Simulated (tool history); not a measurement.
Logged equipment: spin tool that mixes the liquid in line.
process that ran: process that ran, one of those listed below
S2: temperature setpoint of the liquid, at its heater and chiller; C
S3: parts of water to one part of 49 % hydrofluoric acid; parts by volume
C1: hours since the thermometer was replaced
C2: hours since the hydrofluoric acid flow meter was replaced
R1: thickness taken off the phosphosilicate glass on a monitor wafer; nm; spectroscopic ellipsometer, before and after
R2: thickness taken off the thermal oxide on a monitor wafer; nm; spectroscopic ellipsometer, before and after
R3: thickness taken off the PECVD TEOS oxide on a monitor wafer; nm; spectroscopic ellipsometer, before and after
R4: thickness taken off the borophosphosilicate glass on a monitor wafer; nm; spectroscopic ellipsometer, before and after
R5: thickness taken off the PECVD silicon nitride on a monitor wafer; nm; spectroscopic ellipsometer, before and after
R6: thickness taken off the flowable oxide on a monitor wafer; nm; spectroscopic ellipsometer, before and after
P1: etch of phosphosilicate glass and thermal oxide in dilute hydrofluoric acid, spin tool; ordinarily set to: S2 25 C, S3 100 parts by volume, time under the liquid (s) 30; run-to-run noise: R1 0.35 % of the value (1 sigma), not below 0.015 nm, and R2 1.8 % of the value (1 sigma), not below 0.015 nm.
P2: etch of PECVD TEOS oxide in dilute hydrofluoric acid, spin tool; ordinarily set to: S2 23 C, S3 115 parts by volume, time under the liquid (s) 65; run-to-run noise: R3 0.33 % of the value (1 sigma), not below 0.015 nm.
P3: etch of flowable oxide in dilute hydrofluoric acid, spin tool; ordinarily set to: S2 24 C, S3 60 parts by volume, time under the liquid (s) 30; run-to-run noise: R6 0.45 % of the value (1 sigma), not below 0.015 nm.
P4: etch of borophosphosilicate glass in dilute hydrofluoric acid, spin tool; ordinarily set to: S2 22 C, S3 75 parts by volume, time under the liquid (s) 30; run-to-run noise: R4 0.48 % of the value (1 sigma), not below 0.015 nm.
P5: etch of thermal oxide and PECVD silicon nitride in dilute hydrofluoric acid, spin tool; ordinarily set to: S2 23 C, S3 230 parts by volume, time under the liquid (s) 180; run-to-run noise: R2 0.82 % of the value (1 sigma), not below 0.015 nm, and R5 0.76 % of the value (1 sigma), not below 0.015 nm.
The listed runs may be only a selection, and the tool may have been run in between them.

{"run": 1, "hour": 13.1, "process that ran": "P1", "S2": 25, "S3": 100, "time under the liquid (s)": 30, "C1": 605.6, "C2": 1528.4, "R1": 47.706, "R2": 1.3339}
{"run": 2, "hour": 23.3, "process that ran": "P2", "S2": 17, "S3": 115, "time under the liquid (s)": 65, "C1": 615.8, "C2": 1538.6, "R3": 9.1512}
{"run": 3, "hour": 34.3, "process that ran": "P1", "S2": 31, "S3": 100, "time under the liquid (s)": 30, "C1": 626.8, "C2": 1549.6, "R1": 59.516, "R2": 1.6954}
{"run": 4, "hour": 48.4, "process that ran": "P4", "S2": 22, "S3": 75, "time under the liquid (s)": 15, "C1": 640.9, "C2": 1563.7, "R4": 6.1786}
{"run": 5, "hour": 61.5, "process that ran": "P1", "S2": 25, "S3": 100, "time under the liquid (s)": 30, "C1": 654, "C2": 1576.8, "R1": 47.292, "R2": 1.3637}
{"run": 6, "hour": 80.0, "process that ran": "P1", "S2": 31.5, "S3": 35, "time under the liquid (s)": 30, "C1": 672.5, "C2": 1595.3, "R1": 191.21, "R2": 5.4663}
{"run": 7, "hour": 88.5, "process that ran": "P5", "S2": 23, "S3": 230, "time under the liquid (s)": 180, "C1": 681, "C2": 1603.8, "R2": 3.1676, "R5": 3.0081}
{"run": 8, "hour": 100.0, "process that ran": "P1", "S2": 25, "S3": 170, "time under the liquid (s)": 30, "C1": 692.5, "C2": 1615.3, "R1": 25.853, "R2": 0.73306}
{"run": 9, "hour": 113.8, "process that ran": "P1", "S2": 25, "S3": 100, "time under the liquid (s)": 30, "C1": 706.3, "C2": 1629.1, "R1": 47.568, "R2": 1.4289}
{"run": 10, "hour": 127.7, "process that ran": "P4", "S2": 30, "S3": 75, "time under the liquid (s)": 30, "C1": 720.2, "C2": 1643, "R4": 17.071}
{"run": 11, "hour": 147.2, "process that ran": "P1", "S2": 19.5, "S3": 100, "time under the liquid (s)": 30, "C1": 739.7, "C2": 1662.5, "R1": 38.189, "R2": 1.1191}
{"run": 12, "hour": 156.9, "process that ran": "P2", "S2": 23, "S3": 115, "time under the liquid (s)": 65, "C1": 749.4, "C2": 1672.2, "R3": 11.727}
{"run": 13, "hour": 170.8, "process that ran": "P2", "S2": 23, "S3": 115, "time under the liquid (s)": 105, "C1": 763.3, "C2": 1686.1, "R3": 18.906}
{"run": 14, "hour": 189.0, "process that ran": "P3", "S2": 24, "S3": 60, "time under the liquid (s)": 30, "C1": 781.5, "C2": 1704.3, "R6": 22.934}
{"run": 15, "hour": 207.5, "process that ran": "P3", "S2": 24, "S3": 60, "time under the liquid (s)": 30, "C1": 800, "C2": 1722.8, "R6": 22.867}
{"run": 16, "hour": 221.3, "process that ran": "P3", "S2": 24, "S3": 105, "time under the liquid (s)": 30, "C1": 813.8, "C2": 1736.6, "R6": 12.377}
{"run": 17, "hour": 232.8, "process that ran": "P1", "S2": 25, "S3": 100, "time under the liquid (s)": 60, "C1": 825.3, "C2": 1748.1, "R1": 95.272, "R2": 2.7992}
{"run": 18, "hour": 252.0, "process that ran": "P1", "S2": 25, "S3": 30, "time under the liquid (s)": 30, "C1": 844.5, "C2": 1767.3, "R1": 173.66, "R2": 5.0731}
{"run": 19, "hour": 264.4, "process that ran": "P5", "S2": 23, "S3": 230, "time under the liquid (s)": 290, "C1": 856.9, "C2": 1779.7, "R2": 4.9987, "R5": 4.8462}
{"run": 20, "hour": 276.6, "process that ran": "P2", "S2": 23, "S3": 165, "time under the liquid (s)": 65, "C1": 869.1, "C2": 1791.9, "R3": 7.6849}
{"run": 21, "hour": 292.8, "process that ran": "P4", "S2": 22, "S3": 75, "time under the liquid (s)": 30, "C1": 885.3, "C2": 1808.1, "R4": 12.505}
{"run": 22, "hour": 312.2, "process that ran": "P4", "S2": 22, "S3": 140, "time under the liquid (s)": 30, "C1": 904.7, "C2": 1827.5, "R4": 6.1378}
{"run": 23, "hour": 327.2, "process that ran": "P1", "S2": 25, "S3": 100, "time under the liquid (s)": 15, "C1": 919.7, "C2": 1842.5, "R1": 23.854, "R2": 0.69872}

Run 24 is up next; what results do you expect?
{"run": 24, "hour": 340.0, "process that ran": "P5", "S2": 29.5, "S3": 230, "time under the liquid (s)": 180, "C1": 932.5, "C2": 1855.3, "R2": "?", "R5": "?"}

R2: 3.8581 nm
R5: 4.4175 nm
